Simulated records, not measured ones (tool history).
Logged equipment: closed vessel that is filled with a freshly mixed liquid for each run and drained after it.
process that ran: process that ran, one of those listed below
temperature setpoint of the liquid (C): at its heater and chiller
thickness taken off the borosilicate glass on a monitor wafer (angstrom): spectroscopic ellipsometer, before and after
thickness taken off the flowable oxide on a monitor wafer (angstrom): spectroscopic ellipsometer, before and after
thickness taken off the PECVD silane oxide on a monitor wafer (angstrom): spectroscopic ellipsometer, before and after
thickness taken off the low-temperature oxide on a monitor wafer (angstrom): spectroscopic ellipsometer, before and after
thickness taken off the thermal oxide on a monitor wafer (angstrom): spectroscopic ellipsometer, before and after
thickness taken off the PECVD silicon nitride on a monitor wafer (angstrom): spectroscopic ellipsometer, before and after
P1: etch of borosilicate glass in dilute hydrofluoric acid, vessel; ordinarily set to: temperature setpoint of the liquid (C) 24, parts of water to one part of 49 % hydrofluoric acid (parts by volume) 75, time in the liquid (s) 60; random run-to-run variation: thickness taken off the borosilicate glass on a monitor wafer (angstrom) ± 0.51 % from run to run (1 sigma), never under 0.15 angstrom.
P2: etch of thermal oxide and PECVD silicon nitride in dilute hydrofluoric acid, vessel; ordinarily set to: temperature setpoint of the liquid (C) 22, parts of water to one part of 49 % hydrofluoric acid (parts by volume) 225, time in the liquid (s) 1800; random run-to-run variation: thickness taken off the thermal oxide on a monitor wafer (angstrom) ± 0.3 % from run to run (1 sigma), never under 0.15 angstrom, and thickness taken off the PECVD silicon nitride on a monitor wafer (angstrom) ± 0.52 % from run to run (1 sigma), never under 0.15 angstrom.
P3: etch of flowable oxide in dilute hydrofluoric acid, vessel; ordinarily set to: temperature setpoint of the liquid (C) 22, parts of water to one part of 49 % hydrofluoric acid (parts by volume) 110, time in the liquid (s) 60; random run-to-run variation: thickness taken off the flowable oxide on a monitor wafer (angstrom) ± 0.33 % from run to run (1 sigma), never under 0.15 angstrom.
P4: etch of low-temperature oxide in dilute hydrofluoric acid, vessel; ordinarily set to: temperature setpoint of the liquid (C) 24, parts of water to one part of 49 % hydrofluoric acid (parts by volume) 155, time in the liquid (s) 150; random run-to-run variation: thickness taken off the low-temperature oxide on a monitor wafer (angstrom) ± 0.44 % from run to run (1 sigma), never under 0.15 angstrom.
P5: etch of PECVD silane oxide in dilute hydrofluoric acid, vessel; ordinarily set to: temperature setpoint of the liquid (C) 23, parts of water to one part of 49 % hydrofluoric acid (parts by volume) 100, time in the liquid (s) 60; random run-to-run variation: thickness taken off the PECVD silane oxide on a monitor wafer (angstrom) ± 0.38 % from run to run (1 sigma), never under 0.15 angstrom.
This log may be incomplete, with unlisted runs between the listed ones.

run	day	process that ran	temperature setpoint of the liquid (C)	parts of water to one part of 49 % hydrofluoric acid (parts by volume)	time in the liquid (s)	thickness taken off the borosilicate glass on a monitor wafer (angstrom)	thickness taken off the flowable oxide on a monitor wafer (angstrom)	thickness taken off the PECVD silane oxide on a monitor wafer (angstrom)	thickness taken off the low-temperature oxide on a monitor wafer (angstrom)	thickness taken off the thermal oxide on a monitor wafer (angstrom)	thickness taken off the PECVD silicon nitride on a monitor wafer (angstrom)
1	0.35	P1	24	75	60	291.94					
2	0.779	P1	32	75	60	395.68					
3	1.388	P3	27.5	110	60		198.63				
4	1.775	P3	22	50	60		380.18				
5	2.467	P5	17	100	60			223.82			
6	3.125	P1	24	140	60	145.43					
7	3.75	P1	24	40	30	286.78					
8	4.362	P1	24	75	85	414.23					
9	4.842	P4	30.5	155	150				283.08		
10	5.512	P5	23	100	60			286.72			
11	5.871	P2	22	45	1800					1965.4	763.31
12	6.492	P1	24	75	60	289.7					
13	6.917	P4	24	155	80				118.44		
14	7.533	P1	24	75	30	146.7					
15	8.196	P3	22	110	60		160.16				
16	8.65	P5	23	100	95			452.81			
17	9.058	P5	23	160	60			167.02			
18	9.5	P1	18	75	60	227.97					
19	9.946	P1	24	20	100	1936.9					
20	10.262	P4	24	40	150				993.57		
21	10.888	P4	24	155	150				224.82		
22	11.354	P2	22	225	2775					492.73	242.24
23	11.892	P3	22	110	90		240.27				
24	12.558	P2	22	225	1800					322.73	156.3
25	13.162	P1	24	75	60	291.02					
26	13.508	P1	24	75	60	290.68					
27	13.833	P1	24	25	60	932.45					
28	14.467	P2	17	225	1800					266.84	113.07
29	14.983	P5	23	100	60			286.9			
30	15.321	P1	24	75	60	291.79					
31	15.654	P1	24	75	60	299.22					
32	16.275	P1	24	75	60	308.15					
33	16.942	P1	24	75	60	311.92					
34	17.45	P1	24	75	60	315.1					
35	18.021	P1	24	75	60	316.06					
36	18.538	P1	24	75	60	315.93					
37	18.875	P1	24	75	60	318.28					
38	19.308	P1	24	75	60	319.53					

Something has made what P1 gives creep away from where it was; the 2 causes below, each at its own stated size, fit the log equally well:
A: liquid hotter than its thermometer reads (K) = 2.17
B: hydrofluoric acid flow above the setpoint (%) = 8.25
The process output started creeping at around day 15.321.

Which of the 4 check runs listed below separates the causes, so that each cause would produce a clearly different result? Each run uses one wafer, and its results are marked with question marks.
check 1	19.742	P4	24	155	150				?		
check 2	19.742	P2	22	225	1800					?	?
check 3	19.742	P5	23	100	60			?			
check 4	19.742	P3	22	110	60		?				

Predicted outcomes, by check and by cause:
check	result	if A	if B
check 1	thickness taken off the low-temperature oxide on a monitor wafer (angstrom)	242.13	244.81
check 2	thickness taken off the thermal oxide on a monitor wafer (angstrom)	347.87	353.78
check 2	thickness taken off the PECVD silicon nitride on a monitor wafer (angstrom)	179.9	169.52
check 3	thickness taken off the PECVD silane oxide on a monitor wafer (angstrom)	311.63	312.42
check 4	thickness taken off the flowable oxide on a monitor wafer (angstrom)	174.43	174.93
Distance between the nearest two causes, measured in the result of the check that separates them most: check 1 1.1 %; check 2 5.94 %; check 3 0.25 %; check 4 0.29 %
Check 2 tells the causes apart: in the others they would give nearly the same result.

Then check 2 was run and gave: thickness taken off the thermal oxide on a monitor wafer (angstrom) 353.32; thickness taken off the PECVD silicon nitride on a monitor wafer (angstrom) 169.6. Which cause is it?

B is the cause: hydrofluoric acid flow above the setpoint (%).
